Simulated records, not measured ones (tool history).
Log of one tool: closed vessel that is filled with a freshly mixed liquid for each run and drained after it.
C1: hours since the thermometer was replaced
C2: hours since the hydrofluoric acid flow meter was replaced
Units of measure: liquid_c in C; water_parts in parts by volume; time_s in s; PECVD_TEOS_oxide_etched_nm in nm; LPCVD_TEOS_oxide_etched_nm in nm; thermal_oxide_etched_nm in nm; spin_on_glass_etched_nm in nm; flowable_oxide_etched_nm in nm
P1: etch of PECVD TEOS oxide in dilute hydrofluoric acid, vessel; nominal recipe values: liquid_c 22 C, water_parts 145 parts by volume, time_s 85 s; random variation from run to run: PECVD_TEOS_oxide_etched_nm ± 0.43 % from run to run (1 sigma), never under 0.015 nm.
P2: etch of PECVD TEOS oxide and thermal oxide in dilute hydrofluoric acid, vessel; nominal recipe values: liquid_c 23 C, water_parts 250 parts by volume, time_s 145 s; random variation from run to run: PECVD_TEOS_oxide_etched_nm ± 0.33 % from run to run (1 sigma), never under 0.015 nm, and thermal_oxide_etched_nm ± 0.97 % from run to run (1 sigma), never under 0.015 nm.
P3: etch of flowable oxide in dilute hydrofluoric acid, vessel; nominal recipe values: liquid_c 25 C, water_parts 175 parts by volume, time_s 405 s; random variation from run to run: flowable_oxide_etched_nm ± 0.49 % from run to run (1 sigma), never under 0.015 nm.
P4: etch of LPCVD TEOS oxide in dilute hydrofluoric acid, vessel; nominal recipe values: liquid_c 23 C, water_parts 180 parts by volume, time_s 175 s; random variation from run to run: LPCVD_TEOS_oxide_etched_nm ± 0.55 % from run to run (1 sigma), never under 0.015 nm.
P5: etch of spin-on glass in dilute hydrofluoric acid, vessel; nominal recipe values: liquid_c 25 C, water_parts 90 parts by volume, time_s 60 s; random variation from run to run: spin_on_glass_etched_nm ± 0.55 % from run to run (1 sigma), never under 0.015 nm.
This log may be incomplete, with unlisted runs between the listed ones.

{"run": 1, "day": 0.446, "process": "P1", "liquid_c": 22, "water_parts": 145, "time_s": 85, "C1": 860.5, "C2": 390.5, "PECVD_TEOS_oxide_etched_nm": 10.756}
{"run": 2, "day": 0.908, "process": "P4", "liquid_c": 23, "water_parts": 180, "time_s": 60, "C1": 871.6, "C2": 401.6, "LPCVD_TEOS_oxide_etched_nm": 4.813}
{"run": 3, "day": 1.225, "process": "P1", "liquid_c": 25.5, "water_parts": 145, "time_s": 85, "C1": 879.2, "C2": 409.2, "PECVD_TEOS_oxide_etched_nm": 12.286}
{"run": 4, "day": 1.538, "process": "P1", "liquid_c": 22, "water_parts": 210, "time_s": 85, "C1": 886.7, "C2": 416.7, "PECVD_TEOS_oxide_etched_nm": 6.9383}
{"run": 5, "day": 1.8, "process": "P1", "liquid_c": 22, "water_parts": 145, "time_s": 85, "C1": 893, "C2": 423, "PECVD_TEOS_oxide_etched_nm": 10.804}
{"run": 6, "day": 2.183, "process": "P2", "liquid_c": 23, "water_parts": 445, "time_s": 145, "C1": 902.2, "C2": 432.2, "PECVD_TEOS_oxide_etched_nm": 4.2037, "thermal_oxide_etched_nm": 1.0895}
{"run": 7, "day": 2.421, "process": "P1", "liquid_c": 22, "water_parts": 145, "time_s": 85, "C1": 907.9, "C2": 437.9, "PECVD_TEOS_oxide_etched_nm": 10.725}
{"run": 8, "day": 2.821, "process": "P1", "liquid_c": 22, "water_parts": 145, "time_s": 85, "C1": 917.5, "C2": 447.5, "PECVD_TEOS_oxide_etched_nm": 10.765}
{"run": 9, "day": 3.275, "process": "P5", "liquid_c": 25, "water_parts": 155, "time_s": 60, "C1": 928.4, "C2": 458.4, "spin_on_glass_etched_nm": 25.106}
{"run": 10, "day": 3.533, "process": "P3", "liquid_c": 32, "water_parts": 175, "time_s": 405, "C1": 934.6, "C2": 464.6, "flowable_oxide_etched_nm": 59.269}
{"run": 11, "day": 3.754, "process": "P2", "liquid_c": 23, "water_parts": 250, "time_s": 145, "C1": 939.9, "C2": 469.9, "PECVD_TEOS_oxide_etched_nm": 8.9377, "thermal_oxide_etched_nm": 2.2986}
{"run": 12, "day": 3.975, "process": "P2", "liquid_c": 30.5, "water_parts": 250, "time_s": 145, "C1": 945.2, "C2": 475.2, "PECVD_TEOS_oxide_etched_nm": 11.474, "thermal_oxide_etched_nm": 3.0232}
{"run": 13, "day": 4.417, "process": "P1", "liquid_c": 22, "water_parts": 145, "time_s": 125, "C1": 955.8, "C2": 485.8, "PECVD_TEOS_oxide_etched_nm": 15.891}
{"run": 14, "day": 4.738, "process": "P1", "liquid_c": 17, "water_parts": 145, "time_s": 85, "C1": 963.5, "C2": 493.5, "PECVD_TEOS_oxide_etched_nm": 8.8947}
{"run": 15, "day": 5.154, "process": "P4", "liquid_c": 23, "water_parts": 180, "time_s": 175, "C1": 973.5, "C2": 503.5, "LPCVD_TEOS_oxide_etched_nm": 14.028}
{"run": 16, "day": 5.596, "process": "P1", "liquid_c": 22, "water_parts": 145, "time_s": 30, "C1": 984.1, "C2": 514.1, "PECVD_TEOS_oxide_etched_nm": 3.8124}
{"run": 17, "day": 5.817, "process": "P1", "liquid_c": 22, "water_parts": 145, "time_s": 85, "C1": 989.4, "C2": 519.4, "PECVD_TEOS_oxide_etched_nm": 10.756}
{"run": 18, "day": 6.179, "process": "P5", "liquid_c": 25, "water_parts": 90, "time_s": 30, "C1": 998.1, "C2": 528.1, "spin_on_glass_etched_nm": 23.535}
{"run": 19, "day": 6.496, "process": "P1", "liquid_c": 22, "water_parts": 100, "time_s": 150, "C1": 1005.7, "C2": 535.7, "PECVD_TEOS_oxide_etched_nm": 28.999}
{"run": 20, "day": 6.733, "process": "P4", "liquid_c": 23, "water_parts": 50, "time_s": 175, "C1": 1011.4, "C2": 541.4, "LPCVD_TEOS_oxide_etched_nm": 58.245}
{"run": 21, "day": 7.221, "process": "P2", "liquid_c": 23, "water_parts": 250, "time_s": 145, "C1": 1023.1, "C2": 553.1, "PECVD_TEOS_oxide_etched_nm": 8.912, "thermal_oxide_etched_nm": 2.2942}
{"run": 22, "day": 7.508, "process": "P5", "liquid_c": 25, "water_parts": 90, "time_s": 60, "C1": 1030, "C2": 560, "spin_on_glass_etched_nm": 46.82}
{"run": 23, "day": 7.854, "process": "P5", "liquid_c": 31, "water_parts": 90, "time_s": 60, "C1": 1038.3, "C2": 568.3, "spin_on_glass_etched_nm": 59.427}
{"run": 24, "day": 8.288, "process": "P3", "liquid_c": 25, "water_parts": 175, "time_s": 790, "C1": 1048.7, "C2": 578.7, "flowable_oxide_etched_nm": 89.261}
{"run": 25, "day": 8.542, "process": "P1", "liquid_c": 22, "water_parts": 70, "time_s": 85, "C1": 1054.8, "C2": 584.8, "PECVD_TEOS_oxide_etched_nm": 24.518}
{"run": 26, "day": 8.879, "process": "P3", "liquid_c": 25, "water_parts": 30, "time_s": 405, "C1": 1062.9, "C2": 592.9, "flowable_oxide_etched_nm": 320.21}
{"run": 27, "day": 9.271, "process": "P3", "liquid_c": 25, "water_parts": 175, "time_s": 405, "C1": 1072.3, "C2": 602.3, "flowable_oxide_etched_nm": 45.979}
{"run": 28, "day": 9.5, "process": "P2", "liquid_c": 23, "water_parts": 250, "time_s": 65, "C1": 1077.8, "C2": 607.8, "PECVD_TEOS_oxide_etched_nm": 3.9712, "thermal_oxide_etched_nm": 0.9949}
{"run": 29, "day": 9.875, "process": "P5", "liquid_c": 25, "water_parts": 90, "time_s": 60, "C1": 1086.8, "C2": 616.8, "spin_on_glass_etched_nm": 47.042}
{"run": 30, "day": 10.354, "process": "P4", "liquid_c": 17, "water_parts": 180, "time_s": 175, "C1": 1098.3, "C2": 628.3, "LPCVD_TEOS_oxide_etched_nm": 10.987}
{"run": 31, "day": 10.708, "process": "P1", "liquid_c": 22, "water_parts": 40, "time_s": 40, "C1": 1106.8, "C2": 636.8, "PECVD_TEOS_oxide_etched_nm": 20.807}

What will run 32 give?
{"run": 32, "day": 11.117, "process": "P1", "liquid_c": 22, "water_parts": 145, "time_s": 85, "C1": 1116.6, "C2": 646.6, "PECVD_TEOS_oxide_etched_nm": "?"}

{"run 32": {"PECVD_TEOS_oxide_etched_nm": 10.838}}
